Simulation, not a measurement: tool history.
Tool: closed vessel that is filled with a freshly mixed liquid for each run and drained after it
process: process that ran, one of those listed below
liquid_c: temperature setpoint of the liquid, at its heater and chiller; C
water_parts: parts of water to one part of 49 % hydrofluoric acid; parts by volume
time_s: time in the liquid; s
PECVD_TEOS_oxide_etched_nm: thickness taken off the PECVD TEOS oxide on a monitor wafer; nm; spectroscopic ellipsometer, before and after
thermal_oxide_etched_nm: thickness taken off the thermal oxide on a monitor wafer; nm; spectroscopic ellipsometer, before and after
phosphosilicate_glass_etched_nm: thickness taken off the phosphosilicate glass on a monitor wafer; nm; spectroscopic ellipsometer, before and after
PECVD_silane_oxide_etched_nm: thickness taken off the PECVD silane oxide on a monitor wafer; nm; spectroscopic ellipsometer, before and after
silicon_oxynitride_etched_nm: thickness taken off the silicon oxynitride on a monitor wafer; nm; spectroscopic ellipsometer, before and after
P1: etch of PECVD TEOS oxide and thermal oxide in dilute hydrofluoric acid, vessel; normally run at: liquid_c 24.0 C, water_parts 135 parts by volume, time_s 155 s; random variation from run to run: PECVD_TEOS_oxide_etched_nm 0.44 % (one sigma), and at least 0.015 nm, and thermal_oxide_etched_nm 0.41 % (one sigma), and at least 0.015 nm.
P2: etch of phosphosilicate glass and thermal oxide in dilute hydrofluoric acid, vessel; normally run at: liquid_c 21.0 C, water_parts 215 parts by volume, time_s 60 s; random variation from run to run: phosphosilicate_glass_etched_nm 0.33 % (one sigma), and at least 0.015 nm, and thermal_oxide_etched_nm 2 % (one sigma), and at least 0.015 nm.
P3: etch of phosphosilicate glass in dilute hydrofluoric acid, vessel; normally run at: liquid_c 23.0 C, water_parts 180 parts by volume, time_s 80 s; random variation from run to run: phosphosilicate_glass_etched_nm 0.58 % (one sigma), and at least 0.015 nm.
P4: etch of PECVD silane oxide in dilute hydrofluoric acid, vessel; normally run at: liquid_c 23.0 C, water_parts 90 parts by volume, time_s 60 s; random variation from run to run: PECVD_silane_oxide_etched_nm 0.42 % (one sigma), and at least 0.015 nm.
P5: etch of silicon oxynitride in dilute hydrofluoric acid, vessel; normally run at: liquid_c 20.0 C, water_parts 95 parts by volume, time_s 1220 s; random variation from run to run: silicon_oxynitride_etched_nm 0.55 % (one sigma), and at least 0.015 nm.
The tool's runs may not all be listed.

| run | day | process | liquid_c | water_parts | time_s | PECVD_TEOS_oxide_etched_nm | thermal_oxide_etched_nm | phosphosilicate_glass_etched_nm | PECVD_silane_oxide_etched_nm | silicon_oxynitride_etched_nm |
|---|---|---|---|---|---|---|---|---|---|---|
| 1 | 0.354 | P1 | 24.0 | 135 | 155 | 27.9260 | 4.84580 |  |  |  |
| 2 | 0.788 | P1 | 24.0 | 80 | 155 | 50.2600 | 8.82340 |  |  |  |
| 3 | 1.271 | P2 | 17.0 | 215 | 60 |  | 0.86142 | 10.966 |  |  |
| 4 | 1.667 | P3 | 17.5 | 180 | 80 |  |  | 28.162 |  |  |
| 5 | 1.896 | P2 | 21.0 | 130 | 60 |  | 1.88470 | 23.227 |  |  |
| 6 | 2.371 | P1 | 30.0 | 135 | 155 | 35.2360 | 6.12260 |  |  |  |
| 7 | 2.671 | P3 | 23.0 | 180 | 30 |  |  | 13.180 |  |  |
| 8 | 3.012 | P4 | 23.0 | 90 | 30 |  |  |  | 15.748 |  |
| 9 | 3.238 | P5 | 20.0 | 95 | 1220 |  |  |  |  | 15.7370 |
| 10 | 3.658 | P1 | 20.0 | 135 | 155 | 24.0380 | 4.17380 |  |  |  |
| 11 | 3.979 | P5 | 20.0 | 95 | 135 |  |  |  |  | 1.7353 |
| 12 | 4.404 | P1 | 24.0 | 215 | 155 | 16.1380 | 2.81900 |  |  |  |
| 13 | 4.833 | P2 | 21.0 | 215 | 60 |  | 1.04820 | 12.886 |  |  |
| 14 | 5.104 | P1 | 24.0 | 135 | 155 | 28.1470 | 4.89640 |  |  |  |
| 15 | 5.388 | P1 | 24.0 | 135 | 155 | 28.0080 | 4.84980 |  |  |  |
|  | 5.746 | hydrofluoric acid flow meter replaced |
| 16 | 5.746 | P3 | 23.0 | 180 | 80 |  |  | 34.811 |  |  |
| 17 | 6.171 | P4 | 23.0 | 160 | 60 |  |  |  | 16.324 |  |
| 18 | 6.421 | P5 | 24.0 | 95 | 1220 |  |  |  |  | 18.9700 |
| 19 | 6.871 | P1 | 24.0 | 135 | 230 | 41.2980 | 7.21610 |  |  |  |
| 20 | 7.192 | P3 | 23.0 | 110 | 80 |  |  | 62.274 |  |  |
| 21 | 7.475 | P4 | 23.0 | 90 | 60 |  |  |  | 31.379 |  |
| 22 | 7.921 | P1 | 24.0 | 135 | 155 | 27.8500 | 4.91750 |  |  |  |
| 23 | 8.267 | P1 | 24.0 | 135 | 155 | 28.0530 | 4.91590 |  |  |  |
| 24 | 8.583 | P2 | 21.0 | 215 | 110 |  | 1.85850 | 23.564 |  |  |
| 25 | 8.900 | P2 | 21.0 | 215 | 60 |  | 1.03050 | 12.853 |  |  |
| 26 | 9.212 | P5 | 20.0 | 140 | 1220 |  |  |  |  | 10.3230 |
| 27 | 9.446 | P1 | 24.0 | 135 | 155 | 28.0300 | 4.86700 |  |  |  |
| 28 | 9.712 | P1 | 28.5 | 135 | 30 | 6.4011 | 1.14000 |  |  |  |
| 29 | 9.929 | P4 | 29.5 | 90 | 60 |  |  |  | 40.341 |  |
| 30 | 10.258 | P1 | 24.0 | 135 | 30 | 5.4240 | 0.93824 |  |  |  |
| 31 | 10.746 | P1 | 24.0 | 135 | 155 | 28.2940 | 4.84340 |  |  |  |
| 32 | 10.983 | P1 | 24.0 | 135 | 155 | 27.2460 | 4.77930 |  |  |  |
| 33 | 11.379 | P1 | 24.0 | 135 | 155 | 26.4910 | 4.55650 |  |  |  |
| 34 | 11.754 | P1 | 24.0 | 135 | 155 | 26.1000 | 4.54930 |  |  |  |
| 35 | 11.983 | P1 | 24.0 | 135 | 155 | 26.0480 | 4.50170 |  |  |  |
| 36 | 12.475 | P1 | 24.0 | 135 | 155 | 25.8450 | 4.46480 |  |  |  |
| 37 | 12.700 | P1 | 24.0 | 135 | 155 | 25.5290 | 4.44530 |  |  |  |
| 38 | 13.104 | P1 | 24.0 | 135 | 155 | 25.6530 | 4.43580 |  |  |  |

What P1 gives has crept away from where it was. These 2 causes fit the log equally well, each at the size given:
A: liquid colder than its thermometer reads (K) = 2.35
B: hydrofluoric acid flow below the setpoint (%) = 7.58
The creep began at about day 10.746.

4 check runs are offered, each on 2 wafers whose results are averaged, their results left as question marks. Which one tells the causes apart?
| check 1 | 13.508 | P2 | 18.0 | 215 | 60 |  | ? | ? |  |  |
| check 2 | 13.508 | P3 | 19.0 | 180 | 40 |  |  | ? |  |  |
| check 3 | 13.508 | P5 | 20.0 | 95 | 695 |  |  |  |  | ? |
| check 4 | 13.508 | P4 | 23.0 | 160 | 60 |  |  |  | ? |  |

What each check would give under each cause:
| check | result | if A | if B |
|---|---|---|---|
| check 1 | thermal_oxide_etched_nm | 0.82348 | 0.82202 |
| check 1 | phosphosilicate_glass_etched_nm | 10.426 | 10.408 |
| check 2 | phosphosilicate_glass_etched_nm | 13.630 | 13.640 |
| check 3 | silicon_oxynitride_etched_nm | 7.9917 | 8.2515 |
| check 4 | PECVD_silane_oxide_etched_nm | 14.891 | 14.862 |
How far apart the two closest causes lie, in the result that separates them most: check 1 0.18 %; check 2 0.08 %; check 3 3.2 %; check 4 0.19 %
Only check 3 tells the causes apart: in the others they would give nearly the same result.

Then check 3 was run and gave: silicon_oxynitride_etched_nm 7.9806 nm. Which cause is it?

It is A: liquid colder than its thermometer reads (K).
